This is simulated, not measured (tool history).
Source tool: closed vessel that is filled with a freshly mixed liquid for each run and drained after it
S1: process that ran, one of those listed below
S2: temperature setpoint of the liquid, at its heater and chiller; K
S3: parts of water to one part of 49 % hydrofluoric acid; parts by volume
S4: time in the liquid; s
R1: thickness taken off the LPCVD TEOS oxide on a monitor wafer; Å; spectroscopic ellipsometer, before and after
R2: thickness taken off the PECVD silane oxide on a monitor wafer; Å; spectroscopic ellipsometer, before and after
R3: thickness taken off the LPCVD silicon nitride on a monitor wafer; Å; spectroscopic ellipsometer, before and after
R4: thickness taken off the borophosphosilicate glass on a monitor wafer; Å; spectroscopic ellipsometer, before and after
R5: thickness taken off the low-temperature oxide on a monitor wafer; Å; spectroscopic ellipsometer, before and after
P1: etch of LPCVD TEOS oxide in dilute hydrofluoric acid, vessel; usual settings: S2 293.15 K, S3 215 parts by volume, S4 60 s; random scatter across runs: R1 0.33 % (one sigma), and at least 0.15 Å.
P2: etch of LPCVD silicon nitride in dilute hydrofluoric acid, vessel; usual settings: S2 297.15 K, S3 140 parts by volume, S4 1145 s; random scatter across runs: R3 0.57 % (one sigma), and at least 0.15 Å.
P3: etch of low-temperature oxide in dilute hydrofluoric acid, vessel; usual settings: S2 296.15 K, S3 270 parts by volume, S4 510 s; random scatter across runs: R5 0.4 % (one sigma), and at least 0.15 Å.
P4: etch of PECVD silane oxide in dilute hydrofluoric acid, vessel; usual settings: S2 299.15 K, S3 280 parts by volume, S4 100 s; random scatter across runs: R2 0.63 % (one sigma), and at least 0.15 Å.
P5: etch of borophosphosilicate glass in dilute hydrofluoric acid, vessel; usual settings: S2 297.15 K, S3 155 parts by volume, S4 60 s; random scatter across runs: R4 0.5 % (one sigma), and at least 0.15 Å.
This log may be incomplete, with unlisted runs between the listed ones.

Run 1, hour 10.1: S1 P1, S2 293.15 K, S3 215 parts by volume, S4 60 s. Result: R1 123.720 Å.
Run 2, hour 21.8: S1 P4, S2 299.15 K, S3 485 parts by volume, S4 100 s. Result: R2 23.757 Å.
Run 3, hour 35.9: S1 P2, S2 297.15 K, S3 70 parts by volume, S4 1145 s. Result: R3 78.573 Å.
Run 4, hour 50.4: S1 P5, S2 297.15 K, S3 25 parts by volume, S4 60 s. Result: R4 1179.800 Å.
Run 5, hour 61.6: S1 P5, S2 297.15 K, S3 155 parts by volume, S4 30 s. Result: R4 80.984 Å.
Run 6, hour 69.9: S1 P1, S2 290.15 K, S3 375 parts by volume, S4 60 s. Result: R1 55.304 Å.
Run 7, hour 84.2: S1 P1, S2 290.15 K, S3 215 parts by volume, S4 60 s. Result: R1 109.770 Å.
Run 8, hour 92.7: S1 P3, S2 296.15 K, S3 125 parts by volume, S4 510 s. Result: R5 621.100 Å.
Run 9, hour 104.9: S1 P4, S2 299.15 K, S3 280 parts by volume, S4 100 s. Result: R2 50.269 Å.
Run 10, hour 112.1: S1 P1, S2 298.65 K, S3 215 parts by volume, S4 60 s. Result: R1 151.080 Å.
Run 11, hour 119.3: S1 P1, S2 290.15 K, S3 215 parts by volume, S4 30 s. Result: R1 54.765 Å.
Run 12, hour 131.6: S1 P1, S2 293.15 K, S3 80 parts by volume, S4 60 s. Result: R1 384.340 Å.
Run 13, hour 146.0: S1 P1, S2 293.15 K, S3 215 parts by volume, S4 30 s. Result: R1 61.801 Å.
At hour 153.0: thermometer replaced.
Run 14, hour 156.0: S1 P4, S2 305.65 K, S3 280 parts by volume, S4 100 s. Result: R2 61.969 Å.
Run 15, hour 167.2: S1 P1, S2 293.15 K, S3 215 parts by volume, S4 60 s. Result: R1 124.340 Å.
Run 16, hour 180.0: S1 P2, S2 297.15 K, S3 140 parts by volume, S4 615 s. Result: R3 21.321 Å.
Run 17, hour 189.3: S1 P4, S2 299.15 K, S3 280 parts by volume, S4 35 s. Result: R2 17.357 Å.
Run 18, hour 196.6: S1 P2, S2 297.15 K, S3 140 parts by volume, S4 1145 s. Result: R3 39.353 Å.
Run 19, hour 206.3: S1 P1, S2 293.15 K, S3 215 parts by volume, S4 60 s. Result: R1 123.660 Å.
Run 20, hour 215.4: S1 P1, S2 293.15 K, S3 215 parts by volume, S4 120 s. Result: R1 248.540 Å.
Run 21, hour 226.9: S1 P1, S2 293.15 K, S3 215 parts by volume, S4 60 s. Result: R1 122.930 Å.
Run 22, hour 239.3: S1 P3, S2 296.15 K, S3 270 parts by volume, S4 510 s. Result: R5 247.700 Å.
Run 23, hour 252.6: S1 P3, S2 296.15 K, S3 270 parts by volume, S4 510 s. Result: R5 249.000 Å.
Run 24, hour 262.2: S1 P5, S2 297.15 K, S3 155 parts by volume, S4 60 s. Result: R4 161.580 Å.
Run 25, hour 274.4: S1 P5, S2 301.15 K, S3 155 parts by volume, S4 60 s. Result: R4 188.310 Å.
Run 26, hour 284.6: S1 P3, S2 296.15 K, S3 270 parts by volume, S4 150 s. Result: R5 73.319 Å.
Run 27, hour 291.5: S1 P1, S2 293.15 K, S3 365 parts by volume, S4 60 s. Result: R1 63.791 Å.
Run 28, hour 305.4: S1 P3, S2 300.15 K, S3 270 parts by volume, S4 510 s. Result: R5 286.350 Å.
Run 29, hour 311.7: S1 P4, S2 299.15 K, S3 280 parts by volume, S4 100 s. Result: R2 50.066 Å.
Run 30, hour 323.7: S1 P2, S2 297.15 K, S3 140 parts by volume, S4 1145 s. Result: R3 40.094 Å.
Run 31, hour 337.3: S1 P2, S2 290.65 K, S3 140 parts by volume, S4 1145 s. Result: R3 25.668 Å.
Run 32, hour 350.2: S1 P5, S2 297.15 K, S3 155 parts by volume, S4 60 s. Result: R4 161.570 Å.
Run 33, hour 363.0: S1 P1, S2 293.15 K, S3 215 parts by volume, S4 60 s. Result: R1 123.730 Å.
Run 34, hour 371.7: S1 P1, S2 293.15 K, S3 215 parts by volume, S4 60 s. Result: R1 126.760 Å.
Run 35, hour 380.6: S1 P1, S2 293.15 K, S3 215 parts by volume, S4 60 s. Result: R1 128.630 Å.
Run 36, hour 393.1: S1 P1, S2 293.15 K, S3 215 parts by volume, S4 60 s. Result: R1 130.830 Å.
Run 37, hour 407.4: S1 P1, S2 293.15 K, S3 215 parts by volume, S4 60 s. Result: R1 132.150 Å.
Run 38, hour 417.4: S1 P1, S2 293.15 K, S3 215 parts by volume, S4 60 s. Result: R1 131.650 Å.
Run 39, hour 425.7: S1 P1, S2 293.15 K, S3 215 parts by volume, S4 60 s. Result: R1 132.390 Å.
Run 40, hour 440.3: S1 P1, S2 293.15 K, S3 215 parts by volume, S4 60 s. Result: R1 131.920 Å.

Compared with where it was, what P1 gives has crept away. Each cause listed below fits the log as well as the rest, at the size given for it:
A: hydrofluoric acid flow above the setpoint (%) = 5.39
B: liquid hotter than its thermometer reads (K) = 1.67
The process output started creeping at around hour 363.0.

Consider the 4 single-wafer check runs listed below, results given as question marks: which one distinguishes between the causes by giving clearly different results for each?
Run check 1, hour 454.9: S1 P3, S2 296.15 K, S3 270 parts by volume, S4 510 s. Result: R5 ?.
Run check 2, hour 454.9: S1 P2, S2 297.15 K, S3 140 parts by volume, S4 1145 s. Result: R3 ?.
Run check 3, hour 454.9: S1 P4, S2 299.15 K, S3 280 parts by volume, S4 100 s. Result: R2 ?.
Run check 4, hour 454.9: S1 P5, S2 297.15 K, S3 155 parts by volume, S4 60 s. Result: R4 ?.

What each check would give under each cause:
  check  result     if A     if B
check 1      R5  265.020  263.190
check 2      R3   41.577   43.949
check 3      R2   53.295   52.727
check 4      R4  172.190  172.450
Smallest distance between any two causes, each pair judged by its most separating result, in per cent: check 1 0.69 %; check 2 5.55 %; check 3 1.07 %; check 4 0.15 %
The causes can be told apart only by check 2. The other checks would give nearly the same results under each of them.

Check 2 was then run and gave: R3 41.771 Å. Which cause is it?

The cause is A: hydrofluoric acid flow above the setpoint (%).

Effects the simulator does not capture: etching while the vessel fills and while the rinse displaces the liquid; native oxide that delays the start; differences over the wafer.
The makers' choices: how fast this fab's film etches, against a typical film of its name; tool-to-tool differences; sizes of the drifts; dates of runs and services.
